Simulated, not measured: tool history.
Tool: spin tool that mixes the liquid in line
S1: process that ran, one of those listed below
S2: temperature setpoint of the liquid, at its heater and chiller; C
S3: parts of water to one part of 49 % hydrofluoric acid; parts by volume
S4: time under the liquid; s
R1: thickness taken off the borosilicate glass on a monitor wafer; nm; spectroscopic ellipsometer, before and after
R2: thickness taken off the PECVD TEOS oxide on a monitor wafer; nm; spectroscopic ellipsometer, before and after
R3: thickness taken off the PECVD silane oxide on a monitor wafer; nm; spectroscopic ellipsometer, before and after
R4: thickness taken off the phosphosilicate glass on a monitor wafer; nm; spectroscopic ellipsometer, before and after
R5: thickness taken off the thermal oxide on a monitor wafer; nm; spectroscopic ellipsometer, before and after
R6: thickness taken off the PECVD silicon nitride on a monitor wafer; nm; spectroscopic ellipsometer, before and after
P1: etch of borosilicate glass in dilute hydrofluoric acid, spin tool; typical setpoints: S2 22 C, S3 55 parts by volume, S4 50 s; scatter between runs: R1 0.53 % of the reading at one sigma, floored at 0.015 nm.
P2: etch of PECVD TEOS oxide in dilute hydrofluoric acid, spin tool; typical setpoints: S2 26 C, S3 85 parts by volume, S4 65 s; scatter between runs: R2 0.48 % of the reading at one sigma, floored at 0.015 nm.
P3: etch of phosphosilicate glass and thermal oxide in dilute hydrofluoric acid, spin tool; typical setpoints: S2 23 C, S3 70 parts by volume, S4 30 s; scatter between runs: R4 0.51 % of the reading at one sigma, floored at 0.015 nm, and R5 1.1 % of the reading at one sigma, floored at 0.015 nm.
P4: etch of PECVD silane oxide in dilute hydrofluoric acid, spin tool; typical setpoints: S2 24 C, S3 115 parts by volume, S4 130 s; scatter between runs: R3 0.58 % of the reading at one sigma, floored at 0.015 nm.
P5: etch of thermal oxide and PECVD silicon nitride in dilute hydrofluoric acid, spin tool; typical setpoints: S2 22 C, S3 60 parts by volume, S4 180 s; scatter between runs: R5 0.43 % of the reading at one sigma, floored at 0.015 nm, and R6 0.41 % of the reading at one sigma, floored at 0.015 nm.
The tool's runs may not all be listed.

run	hour	S1	S2	S3	S4	R1	R2	R3	R4	R5	R6
1	8.2	P1	22	55	50	21.576					
2	18.2	P2	30.5	85	65		22.915				
3	25.8	P1	22	55	15	6.4917					
4	35.3	P4	17	115	130			20.047			
5	46	P2	26	85	65		19.232				
6	52.7	P1	22	20	50	62.393					
7	59.2	P1	27	20	50	76.535					
8	67.9	P3	28.5	70	30				76.329	2.5075	
9	74.1	P5	22	105	180					7.4796	8.8113
10	83.4	P4	24	115	220			45.117			
11	95.9	P1	22	55	50	21.556					
12	105.6	P5	22	60	330					25.483	27.755
13	117.9	P3	23	70	60				123.6	4.0904	
14	125.9	P1	22	80	50	14.433					
15	133.6	P2	26	85	100		29.64				
16	142.5	P4	24	45	130			75.893			
17	154.2	P1	25.5	55	50	24.85					
18	167.5	P3	23	70	30				62.845	1.9835	
19	181.4	P1	22	55	50	21.773					
20	194.1	P5	28	60	180					17.808	22.569
21	201	P3	23	100	30				42.08	1.3865	
22	207.1	P2	26	120	65		12.926				
23	214.5	P1	22	55	50	21.53					
24	224.4	P5	22	60	180					13.94	15.133
25	232.4	P1	22	95	95	22.659					
26	242.2	P4	24	115	130			27.072			
27	255.6	P1	17	55	50	17.462					
28	269	P1	22	55	75	32.323					
29	280.5	P1	22	55	50	21.455					

Run 30 has not been measured yet. What should we expect?
30	287.4	P1	22	55	50	?					

R1: 22.084 nm

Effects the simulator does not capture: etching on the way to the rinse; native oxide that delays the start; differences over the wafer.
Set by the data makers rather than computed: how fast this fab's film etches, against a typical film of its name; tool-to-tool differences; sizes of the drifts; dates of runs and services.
